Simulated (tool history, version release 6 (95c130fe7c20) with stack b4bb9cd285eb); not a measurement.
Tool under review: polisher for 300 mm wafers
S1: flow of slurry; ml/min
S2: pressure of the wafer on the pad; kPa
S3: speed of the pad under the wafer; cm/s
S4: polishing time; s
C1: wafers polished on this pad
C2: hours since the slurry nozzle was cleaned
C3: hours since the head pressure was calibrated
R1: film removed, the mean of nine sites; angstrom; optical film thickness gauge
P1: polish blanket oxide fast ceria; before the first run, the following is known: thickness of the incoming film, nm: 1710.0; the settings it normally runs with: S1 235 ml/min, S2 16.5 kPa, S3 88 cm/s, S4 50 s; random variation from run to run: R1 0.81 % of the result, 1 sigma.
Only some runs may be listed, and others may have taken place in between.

Run 1, day 0.796: S1 235 ml/min, S2 16.5 kPa, S3 88 cm/s, S4 50 s; C1 312; C2 146.9; C3 186. Result: R1 4956.6 angstrom.
Run 2, day 1.292: S1 235 ml/min, S2 10.3 kPa, S3 88 cm/s, S4 50 s; C1 424; C2 158.8; C3 197.9. Result: R1 3127.6 angstrom.
Run 3, day 1.871: S1 235 ml/min, S2 12.4 kPa, S3 54 cm/s, S4 50 s; C1 555; C2 172.7; C3 211.8. Result: R1 2289.4 angstrom.
Run 4, day 2.467: S1 235 ml/min, S2 16.5 kPa, S3 44 cm/s, S4 50 s; C1 690; C2 187; C3 226.1. Result: R1 2472.8 angstrom.
At day 2.796: worn pad replaced by a new one.
Run 5, day 3.017: S1 235 ml/min, S2 16.5 kPa, S3 138 cm/s, S4 50 s; C1 50; C2 200.2; C3 239.3. Result: R1 7743.3 angstrom.
Run 6, day 3.542: S1 235 ml/min, S2 16.5 kPa, S3 88 cm/s, S4 50 s; C1 169; C2 212.8; C3 251.9. Result: R1 4970.8 angstrom.
Run 7, day 3.996: S1 235 ml/min, S2 16.5 kPa, S3 88 cm/s, S4 75 s; C1 271; C2 223.7; C3 262.8. Result: R1 7433.6 angstrom.
Run 8, day 4.692: S1 235 ml/min, S2 16.5 kPa, S3 88 cm/s, S4 50 s; C1 428; C2 240.4; C3 279.5. Result: R1 4905.7 angstrom.
Run 9, day 5.121: S1 235 ml/min, S2 16.5 kPa, S3 88 cm/s, S4 50 s; C1 525; C2 250.7; C3 289.8. Result: R1 4972.7 angstrom.
Run 10, day 5.783: S1 235 ml/min, S2 16.5 kPa, S3 88 cm/s, S4 28 s; C1 675; C2 266.6; C3 305.7. Result: R1 2773 angstrom.
Run 11, day 6.504: S1 235 ml/min, S2 21.4 kPa, S3 88 cm/s, S4 70 s; C1 838; C2 283.9; C3 323. Result: R1 8982.7 angstrom.
Run 12, day 7.267: S1 140 ml/min, S2 16.5 kPa, S3 88 cm/s, S4 50 s; C1 1010; C2 302.2; C3 341.3. Result: R1 4601.7 angstrom.
Run 13, day 7.779: S1 360 ml/min, S2 16.5 kPa, S3 88 cm/s, S4 50 s; C1 1126; C2 314.5; C3 353.6. Result: R1 5104 angstrom.
Run 14, day 8.212: S1 235 ml/min, S2 23.4 kPa, S3 88 cm/s, S4 50 s; C1 1223; C2 324.9; C3 364. Result: R1 7079.7 angstrom.
Run 15, day 8.775: S1 235 ml/min, S2 16.5 kPa, S3 88 cm/s, S4 50 s; C1 1350; C2 338.4; C3 377.5. Result: R1 4924.4 angstrom.
Run 16, day 9.45: S1 235 ml/min, S2 16.5 kPa, S3 88 cm/s, S4 50 s; C1 1503; C2 354.6; C3 393.7. Result: R1 4956.2 angstrom.
Run 17, day 9.892: S1 235 ml/min, S2 16.5 kPa, S3 88 cm/s, S4 50 s; C1 1603; C2 365.2; C3 404.3. Result: R1 4951.6 angstrom.
Run 18, day 10.529: S1 235 ml/min, S2 16.5 kPa, S3 88 cm/s, S4 50 s; C1 1747; C2 380.5; C3 419.6. Result: R1 4845.8 angstrom.
Run 19, day 11.229: S1 235 ml/min, S2 16.5 kPa, S3 88 cm/s, S4 50 s; C1 1905; C2 397.3; C3 436.4. Result: R1 4846.5 angstrom.
Run 20, day 11.8: S1 235 ml/min, S2 16.5 kPa, S3 88 cm/s, S4 50 s; C1 2034; C2 411; C3 450.1. Result: R1 4699.8 angstrom.
At day 12.375: worn pad replaced by a new one.
Run 21, day 12.425: S1 235 ml/min, S2 16.5 kPa, S3 88 cm/s, S4 50 s; C1 12; C2 426; C3 465.1. Result: R1 4771.7 angstrom.
Run 22, day 12.95: S1 235 ml/min, S2 16.5 kPa, S3 88 cm/s, S4 50 s; C1 130; C2 438.6; C3 477.7. Result: R1 4714.6 angstrom.
Run 23, day 13.371: S1 235 ml/min, S2 16.5 kPa, S3 88 cm/s, S4 50 s; C1 225; C2 448.7; C3 487.8. Result: R1 4754 angstrom.

P1 no longer gives what it gave before; its output has crept away from where it was. The following 2 causes, each at its listed size, fit the log equally well:
A: slurry flow missing at the pad, % = 27.8
B: head's pressure below its setpoint, % = 4.22
Creep in the process output first set in at about day 9.45.
Each remaining cause and why it is not a fit:
removal rate lost through wear of the pad, %: work on it at day 12.375, done after the drift set in, did not restore what the process gave before

Each of the check runs listed below is run on 5 wafers and reports their average, with the results left as question marks. Pick the one under which the possible causes would lead to clearly different results.
Run check 1, day 13.792: S1 235 ml/min, S2 16.5 kPa, S3 88 cm/s, S4 69 s. Result: R1 ?.
Run check 2, day 13.792: S1 235 ml/min, S2 20 kPa, S3 88 cm/s, S4 50 s. Result: R1 ?.
Run check 3, day 13.792: S1 280 ml/min, S2 10.3 kPa, S3 88 cm/s, S4 50 s. Result: R1 ?.
Run check 4, day 13.792: S1 140 ml/min, S2 16.5 kPa, S3 122 cm/s, S4 50 s. Result: R1 ?.

How each check would come out, cause by cause:
  check  result    if A    if B
check 1      R1  6550.7  6550.9
check 2      R1  5735.8    5736
check 3      R1  3041.4  3021.6
check 4      R1  5942.9  6102.5
Minimum pairwise separation of causes per check, each pair taken at its best-separating result: check 1 0 %; check 2 0 %; check 3 0.66 %; check 4 2.65 %
Check 4 distinguishes between the causes, while the remaining checks would return nearly the same result for all of them.

After running check 4, the following was obtained: R1 5982.4 angstrom. Which cause does this point to?

It was cause A: slurry flow missing at the pad, %.
